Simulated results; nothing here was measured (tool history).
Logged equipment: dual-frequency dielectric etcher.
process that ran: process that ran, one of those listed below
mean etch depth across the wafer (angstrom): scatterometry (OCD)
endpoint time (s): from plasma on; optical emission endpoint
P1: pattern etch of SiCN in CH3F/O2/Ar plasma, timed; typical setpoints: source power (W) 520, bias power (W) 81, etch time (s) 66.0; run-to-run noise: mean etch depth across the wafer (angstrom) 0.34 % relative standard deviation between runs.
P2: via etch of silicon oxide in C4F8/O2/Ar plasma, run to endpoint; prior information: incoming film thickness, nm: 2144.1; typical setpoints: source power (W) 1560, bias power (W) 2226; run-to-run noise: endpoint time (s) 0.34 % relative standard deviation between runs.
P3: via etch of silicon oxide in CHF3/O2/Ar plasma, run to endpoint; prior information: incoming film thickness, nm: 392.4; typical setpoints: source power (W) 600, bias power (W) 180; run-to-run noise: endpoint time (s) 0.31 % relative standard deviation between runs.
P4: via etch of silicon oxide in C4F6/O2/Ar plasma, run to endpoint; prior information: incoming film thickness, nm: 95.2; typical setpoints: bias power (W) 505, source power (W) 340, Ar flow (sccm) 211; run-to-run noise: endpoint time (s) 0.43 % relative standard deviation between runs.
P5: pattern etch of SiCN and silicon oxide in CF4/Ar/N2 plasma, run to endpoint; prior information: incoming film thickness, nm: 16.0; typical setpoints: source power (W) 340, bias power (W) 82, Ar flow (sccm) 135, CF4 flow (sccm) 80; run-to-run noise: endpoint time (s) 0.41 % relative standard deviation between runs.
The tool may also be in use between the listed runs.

run,hour,process that ran,source power (W),bias power (W),etch time (s),Ar flow (sccm),CF4 flow (sccm),hours since the last wet clean,hours since the last source power generator calibration,hours since the last bias power generator calibration,mean etch depth across the wafer (angstrom),endpoint time (s)
1,10.4,P1,520,81,66.0,,,193.7,609.7,732.5,277.64,
2,27.3,P1,520,81,66.0,,,210.6,626.6,749.4,278.28,
3,42.4,P2,960,2226,,,,225.7,641.7,764.5,,538.190
4,50.7,P5,340,103,,135,80,234.0,650.0,772.8,,20.673
5,66.1,P2,1560,1646,,,,249.4,665.4,788.2,,482.860
6,83.9,P5,340,82,,135,80,267.2,683.2,806.0,,22.474
7,98.6,P4,340,301,,211,,281.9,697.9,820.7,,26.555
8,115.3,P1,520,81,66.0,,,298.6,714.6,837.4,278.25,
9,126.0,P1,520,81,66.0,,,309.3,725.3,848.1,275.94,
10,135.6,P1,690,81,66.0,,,318.9,734.9,857.7,307.94,
11,145.0,P1,520,63,66.0,,,328.3,744.3,867.1,254.77,
12,157.0,P1,520,81,66.0,,,340.3,756.3,879.1,277.47,
13,171.5,P1,340,81,66.0,,,354.8,770.8,893.6,236.13,
14,180.4,P5,340,82,,135,110,363.7,779.7,902.5,,21.531
15,192.7,P3,360,180,,,,376.0,792.0,914.8,,240.040
16,211.4,P3,600,180,,,,394.7,810.7,933.5,,197.700
17,223.6,P4,340,505,,123,,406.9,822.9,945.7,,20.773
18,234.9,P5,340,82,,135,80,418.2,834.2,957.0,,22.400
19,246.0,P4,460,505,,211,,429.3,845.3,968.1,,19.713
20,255.7,P1,520,114,66.0,,,439.0,855.0,977.8,314.37,
21,264.5,P2,1560,2226,,,,447.8,863.8,986.6,,442.180
# hour 268.9: bias power generator calibrated
22,282.6,P1,520,81,66.0,,,465.9,881.9,13.8,277.89,
23,292.1,P4,340,505,,211,,475.4,891.4,23.3,,22.014
24,302.7,P1,520,81,36.5,,,486.0,902.0,33.9,153.86,
25,318.0,P4,340,505,,211,,501.3,917.3,49.2,,21.839
26,326.3,P1,520,81,66.0,,,509.6,925.6,57.5,277.37,
27,342.7,P3,600,180,,,,526.0,942.0,73.9,,197.050
28,361.2,P5,210,82,,135,80,544.5,960.5,92.4,,34.326
29,376.3,P5,340,82,,83,80,559.6,975.6,107.5,,21.090
30,391.2,P1,520,81,84.0,,,574.5,990.5,122.4,352.29,
31,406.3,P3,600,132,,,,589.6,1005.6,137.5,,218.410
32,421.9,P1,410,65,66.0,,,605.2,1021.2,153.1,234.68,
33,434.6,P1,520,81,66.0,,,617.9,1033.9,165.8,278.13,
34,450.8,P1,520,81,66.0,,,634.1,1050.1,182.0,275.77,
35,467.2,P1,520,81,66.0,,,650.5,1066.5,198.4,276.06,
36,485.0,P1,520,81,66.0,,,668.3,1084.3,216.2,271.72,
37,497.5,P1,520,81,66.0,,,680.8,1096.8,228.7,273.34,
38,506.4,P1,520,81,66.0,,,689.7,1105.7,237.6,273.30,
# hour 507.3: wet clean of the chamber
39,517.4,P1,520,81,66.0,,,10.1,1116.7,248.6,273.11,
40,532.2,P1,520,81,66.0,,,24.9,1131.5,263.4,272.18,

P1 has crept away from where it was. The log is fitted equally well by each of these 2 causes, at the sizes shown:
A: source power that arrives under what is set, % = 4.41
B: bias power that arrives under what is set, % = 4.67
The onset of the drift is placed at about hour 434.6.
All other causes, with the reason each is excluded:
chamber walls in a state that lowers the etch rate, %: maintenance at hour 507.3, after the shift began, did not return the process to its former output

Each of the check runs listed below is run on 2 wafers and reports their average, with the results left as question marks. Pick the one under which the possible causes would lead to clearly different results.
check 1,547.0,P5,260,82,,135,80,,,,,?
check 2,547.0,P2,1560,1687,,,,,,,,?
check 3,547.0,P3,400,180,,,,,,,,?
check 4,547.0,P4,340,313,,145,,,,,,?

Expected result of each check under each candidate cause:
check,result,if A,if B
check 1,endpoint time (s),29.567,28.929
check 2,endpoint time (s),489.790,487.470
check 3,endpoint time (s),234.260,234.110
check 4,endpoint time (s),25.588,25.581
Per check, the gap between the least separated pair of causes, taken in the result that splits them most: check 1 2.18 %; check 2 0.47 %; check 3 0.06 %; check 4 0.03 %
The causes can be told apart only by check 1. The other checks would give nearly the same results under each of them.

Check 1 was carried out, with these results: endpoint time (s) 29.013. Which of the listed causes is responsible?

It was cause B: bias power that arrives under what is set, %.
